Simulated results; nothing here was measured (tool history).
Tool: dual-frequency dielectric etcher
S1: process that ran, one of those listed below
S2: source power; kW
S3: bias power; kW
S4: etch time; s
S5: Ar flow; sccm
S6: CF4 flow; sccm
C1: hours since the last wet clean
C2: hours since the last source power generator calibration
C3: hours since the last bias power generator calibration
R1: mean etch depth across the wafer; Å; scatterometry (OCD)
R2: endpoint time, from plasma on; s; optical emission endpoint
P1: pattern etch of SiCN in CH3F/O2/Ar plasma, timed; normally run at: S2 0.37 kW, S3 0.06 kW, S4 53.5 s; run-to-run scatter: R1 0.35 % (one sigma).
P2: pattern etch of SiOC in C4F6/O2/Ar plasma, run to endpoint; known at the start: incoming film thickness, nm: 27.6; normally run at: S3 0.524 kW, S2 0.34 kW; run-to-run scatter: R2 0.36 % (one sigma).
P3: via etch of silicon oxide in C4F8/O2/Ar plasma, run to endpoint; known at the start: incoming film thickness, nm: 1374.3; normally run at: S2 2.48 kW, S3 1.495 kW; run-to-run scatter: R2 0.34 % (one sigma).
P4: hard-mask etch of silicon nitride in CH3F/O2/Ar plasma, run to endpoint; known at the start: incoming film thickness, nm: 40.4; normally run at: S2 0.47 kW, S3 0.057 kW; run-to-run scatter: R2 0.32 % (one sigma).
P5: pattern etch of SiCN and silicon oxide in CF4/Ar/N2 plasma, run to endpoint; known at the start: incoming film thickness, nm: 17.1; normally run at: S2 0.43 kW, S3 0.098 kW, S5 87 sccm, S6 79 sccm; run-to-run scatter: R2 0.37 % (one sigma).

run 1 hour=17.4 | S1=P1 S2=0.37 S3=0.06 S4=53.5 | C1=158.4 C2=2585.1 C3=2609.2 | R1=186.28
run 2 hour=36 | S1=P2 S2=0.34 S3=0.524 | C1=177 C2=2603.7 C3=2627.8 | R2=9.8217
run 3 hour=52.8 | S1=P1 S2=0.37 S3=0.06 S4=34.5 | C1=193.8 C2=2620.5 C3=2644.6 | R1=120.04
run 4 hour=63.8 | S1=P3 S2=2.48 S3=1.495 | C1=204.8 C2=2631.5 C3=2655.6 | R2=259.63
run 5 hour=79 | S1=P1 S2=0.37 S3=0.042 S4=76.5 | C1=220 C2=2646.7 C3=2670.8 | R1=237.51
run 6 hour=97.7 | S1=P5 S2=0.43 S3=0.098 S5=118 S6=79 | C1=238.7 C2=2665.4 C3=2689.5 | R2=18.357
run 7 hour=110.2 | S1=P3 S2=2.48 S3=1.495 | C1=251.2 C2=2677.9 C3=2702 | R2=258.51
run 8 hour=122.6 | S1=P1 S2=0.37 S3=0.06 S4=66.5 | C1=263.6 C2=2690.3 C3=2714.4 | R1=232.83
run 9 hour=139.6 | S1=P5 S2=0.25 S3=0.098 S5=87 S6=79 | C1=280.6 C2=2707.3 C3=2731.4 | R2=28.548
run 10 hour=151.9 | S1=P5 S2=0.43 S3=0.098 S5=87 S6=53 | C1=292.9 C2=2719.6 C3=2743.7 | R2=18.602
-- hour=161.1 source power generator calibrated
run 11 hour=162 | S1=P1 S2=0.29 S3=0.06 S4=53.5 | C1=303 C2=0.9 C3=2753.8 | R1=169.32
run 12 hour=173.5 | S1=P1 S2=0.37 S3=0.06 S4=53.5 | C1=314.5 C2=12.4 C3=2765.3 | R1=185.58
run 13 hour=192.3 | S1=P1 S2=0.37 S3=0.071 S4=53.5 | C1=333.3 C2=31.2 C3=2784.1 | R1=196.51
-- hour=201.3 bias power generator calibrated
run 14 hour=209.3 | S1=P1 S2=0.37 S3=0.06 S4=53.5 | C1=350.3 C2=48.2 C3=8.1 | R1=186.88
run 15 hour=219.1 | S1=P5 S2=0.43 S3=0.098 S5=87 S6=79 | C1=360.1 C2=58 C3=17.9 | R2=17.67
run 16 hour=232.9 | S1=P4 S2=0.47 S3=0.08 | C1=373.9 C2=71.8 C3=31.7 | R2=52.664
run 17 hour=251.3 | S1=P4 S2=0.47 S3=0.057 | C1=392.3 C2=90.2 C3=50.1 | R2=58.907
run 18 hour=264.7 | S1=P1 S2=0.31 S3=0.076 S4=53.5 | C1=405.7 C2=103.6 C3=63.5 | R1=187.87
run 19 hour=280.3 | S1=P1 S2=0.37 S3=0.046 S4=53.5 | C1=421.3 C2=119.2 C3=79.1 | R1=169.82
run 20 hour=290.5 | S1=P4 S2=0.29 S3=0.057 | C1=431.5 C2=129.4 C3=89.3 | R2=70.851
run 21 hour=303.7 | S1=P3 S2=1.72 S3=1.495 | C1=444.7 C2=142.6 C3=102.5 | R2=301.81
run 22 hour=317.6 | S1=P5 S2=0.43 S3=0.098 S5=87 S6=79 | C1=458.6 C2=156.5 C3=116.4 | R2=17.7
run 23 hour=326.9 | S1=P3 S2=2.48 S3=1.196 | C1=467.9 C2=165.8 C3=125.7 | R2=275.07
run 24 hour=344.5 | S1=P2 S2=0.34 S3=0.696 | C1=485.5 C2=183.4 C3=143.3 | R2=8.8217
run 25 hour=356.9 | S1=P2 S2=0.47 S3=0.524 | C1=497.9 C2=195.8 C3=155.7 | R2=8.778
run 26 hour=373.5 | S1=P1 S2=0.51 S3=0.06 S4=53.5 | C1=514.5 C2=212.4 C3=172.3 | R1=209.84
run 27 hour=391.7 | S1=P1 S2=0.47 S3=0.06 S4=65.5 | C1=532.7 C2=230.6 C3=190.5 | R1=249.35
run 28 hour=410.2 | S1=P1 S2=0.37 S3=0.06 S4=53.5 | C1=551.2 C2=249.1 C3=209 | R1=185.24
run 29 hour=424.3 | S1=P5 S2=0.43 S3=0.06 S5=87 S6=79 | C1=565.3 C2=263.2 C3=223.1 | R2=20.841
run 30 hour=440.2 | S1=P1 S2=0.37 S3=0.06 S4=53.5 | C1=581.2 C2=279.1 C3=239 | R1=186.56
run 31 hour=455.3 | S1=P1 S2=0.37 S3=0.06 S4=53.5 | C1=596.3 C2=294.2 C3=254.1 | R1=184.35
run 32 hour=464.1 | S1=P1 S2=0.37 S3=0.06 S4=53.5 | C1=605.1 C2=303 C3=262.9 | R1=183.26
-- hour=473 wet clean of the chamber
run 33 hour=474.7 | S1=P1 S2=0.37 S3=0.06 S4=53.5 | C1=1.7 C2=313.6 C3=273.5 | R1=182.61
run 34 hour=490.6 | S1=P1 S2=0.37 S3=0.06 S4=53.5 | C1=17.6 C2=329.5 C3=289.4 | R1=183.68
run 35 hour=503.5 | S1=P1 S2=0.37 S3=0.06 S4=53.5 | C1=30.5 C2=342.4 C3=302.3 | R1=183.64
run 36 hour=522.4 | S1=P1 S2=0.37 S3=0.06 S4=53.5 | C1=49.4 C2=361.3 C3=321.2 | R1=182.76
run 37 hour=531.5 | S1=P1 S2=0.37 S3=0.06 S4=53.5 | C1=58.5 C2=370.4 C3=330.3 | R1=182.98

What P1 gives has crept away from where it was. These 2 causes fit the log equally well, each at the size given:
A: bias power that arrives under what is set, % = 5
B: source power that arrives under what is set, % = 4.48
The creep began at about hour 440.2.
Why every other cause is out:
chamber walls in a state that lowers the etch rate, %: serviced at hour 473, which brought nothing back

4 check runs are offered, each on 2 wafers whose results are averaged, their results left as question marks. Which one tells the causes apart?
run check 1 hour=540.6 | S1=P4 S2=0.32 S3=0.077 | R2=?
run check 2 hour=540.6 | S1=P5 S2=0.27 S3=0.098 S5=87 S6=57 | R2=?
run check 3 hour=540.6 | S1=P2 S2=0.44 S3=0.653 | R2=?
run check 4 hour=540.6 | S1=P3 S2=1.93 S3=1.495 | R2=?

What each check would give under each cause:
check=check_1 result=R2 if_A=62.822 if_B=62.77
check=check_2 result=R2 if_A=28.181 if_B=28.775
check=check_3 result=R2 if_A=8.405 if_B=8.3801
check=check_4 result=R2 if_A=290.83 if_B=292.27
How far apart the two closest causes lie, in the result that separates them most: check 1 0.08 %; check 2 2.08 %; check 3 0.3 %; check 4 0.49 %
Check 2 tells the causes apart: in the others they would give nearly the same result.

Check 2 was then run and gave: R2 28.126 s. Which cause is it?

It is A: bias power that arrives under what is set, %.
